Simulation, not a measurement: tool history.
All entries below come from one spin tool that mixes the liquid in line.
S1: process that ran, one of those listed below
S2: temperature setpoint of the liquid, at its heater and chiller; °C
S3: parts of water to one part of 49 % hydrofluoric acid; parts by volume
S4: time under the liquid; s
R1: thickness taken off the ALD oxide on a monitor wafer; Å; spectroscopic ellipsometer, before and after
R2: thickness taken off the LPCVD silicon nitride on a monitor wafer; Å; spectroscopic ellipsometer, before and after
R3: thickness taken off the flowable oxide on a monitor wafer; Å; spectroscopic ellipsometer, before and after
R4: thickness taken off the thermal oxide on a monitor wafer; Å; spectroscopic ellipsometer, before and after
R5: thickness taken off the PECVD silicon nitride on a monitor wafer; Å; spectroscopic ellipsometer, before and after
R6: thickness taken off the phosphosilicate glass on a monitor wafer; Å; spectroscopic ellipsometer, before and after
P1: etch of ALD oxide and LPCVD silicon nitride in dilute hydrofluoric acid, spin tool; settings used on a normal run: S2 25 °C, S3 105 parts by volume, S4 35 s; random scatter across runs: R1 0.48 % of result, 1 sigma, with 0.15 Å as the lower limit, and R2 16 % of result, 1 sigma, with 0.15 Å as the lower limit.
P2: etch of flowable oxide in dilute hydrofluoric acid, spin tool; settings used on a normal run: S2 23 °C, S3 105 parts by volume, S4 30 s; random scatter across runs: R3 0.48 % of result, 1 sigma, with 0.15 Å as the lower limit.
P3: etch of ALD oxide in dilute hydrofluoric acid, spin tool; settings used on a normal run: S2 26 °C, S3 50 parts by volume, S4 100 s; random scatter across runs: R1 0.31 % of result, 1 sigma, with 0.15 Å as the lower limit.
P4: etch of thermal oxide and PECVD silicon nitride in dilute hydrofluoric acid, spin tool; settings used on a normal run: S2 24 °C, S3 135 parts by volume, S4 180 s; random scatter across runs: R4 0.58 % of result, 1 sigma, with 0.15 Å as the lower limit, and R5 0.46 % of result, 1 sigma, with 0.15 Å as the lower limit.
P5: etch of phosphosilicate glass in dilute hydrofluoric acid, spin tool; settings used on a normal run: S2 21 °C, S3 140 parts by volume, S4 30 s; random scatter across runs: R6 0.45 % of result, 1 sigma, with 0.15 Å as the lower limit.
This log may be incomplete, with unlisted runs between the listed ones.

run 1 hour=8.2 | S1=P1 S2=25 S3=105 S4=35 | R1=64.671 R2=1.7714
run 2 hour=16.5 | S1=P1 S2=25 S3=105 S4=35 | R1=65.012 R2=1.1559
run 3 hour=22.2 | S1=P1 S2=25 S3=20 S4=35 | R1=381.27 R2=5.6322
run 4 hour=32 | S1=P2 S2=23 S3=65 S4=30 | R3=199.36
run 5 hour=41.8 | S1=P1 S2=25 S3=105 S4=35 | R1=64.37 R2=1.7999
run 6 hour=49.1 | S1=P1 S2=25 S3=105 S4=55 | R1=101.14 R2=2.4334
run 7 hour=55.2 | S1=P4 S2=30 S3=135 S4=180 | R4=75.299 R5=63.851
run 8 hour=65.3 | S1=P1 S2=25 S3=105 S4=35 | R1=64.925 R2=1.7949
run 9 hour=74.5 | S1=P4 S2=24 S3=135 S4=320 | R4=106.9 R5=77.549
run 10 hour=83.6 | S1=P1 S2=25 S3=165 S4=35 | R1=37.9 R2=1.0141
run 11 hour=94.3 | S1=P1 S2=30 S3=105 S4=35 | R1=78.561 R2=2.527
run 12 hour=99.2 | S1=P3 S2=26 S3=50 S4=100 | R1=345.13
run 13 hour=108.2 | S1=P5 S2=21 S3=140 S4=55 | R6=549.85
run 14 hour=115.2 | S1=P5 S2=17 S3=140 S4=30 | R6=255.54
run 15 hour=123.4 | S1=P1 S2=21.5 S3=105 S4=35 | R1=55.887 R2=1.2352
run 16 hour=129.3 | S1=P4 S2=24 S3=135 S4=180 | R4=60.334 R5=43.683
run 17 hour=136.4 | S1=P2 S2=29.5 S3=105 S4=30 | R3=150.25
run 18 hour=146.5 | S1=P3 S2=26 S3=20 S4=100 | R1=897.44
run 19 hour=155.6 | S1=P5 S2=21 S3=140 S4=30 | R6=299.95
run 20 hour=162.5 | S1=P4 S2=24 S3=215 S4=180 | R4=34.766 R5=27.539

Run 21 has not been measured yet. What should we expect?
run 21 hour=168.4 | S1=P1 S2=25 S3=40 S4=15 | R1=? R2=?

R1: 78.734 Å
R2: 1.6928 Å
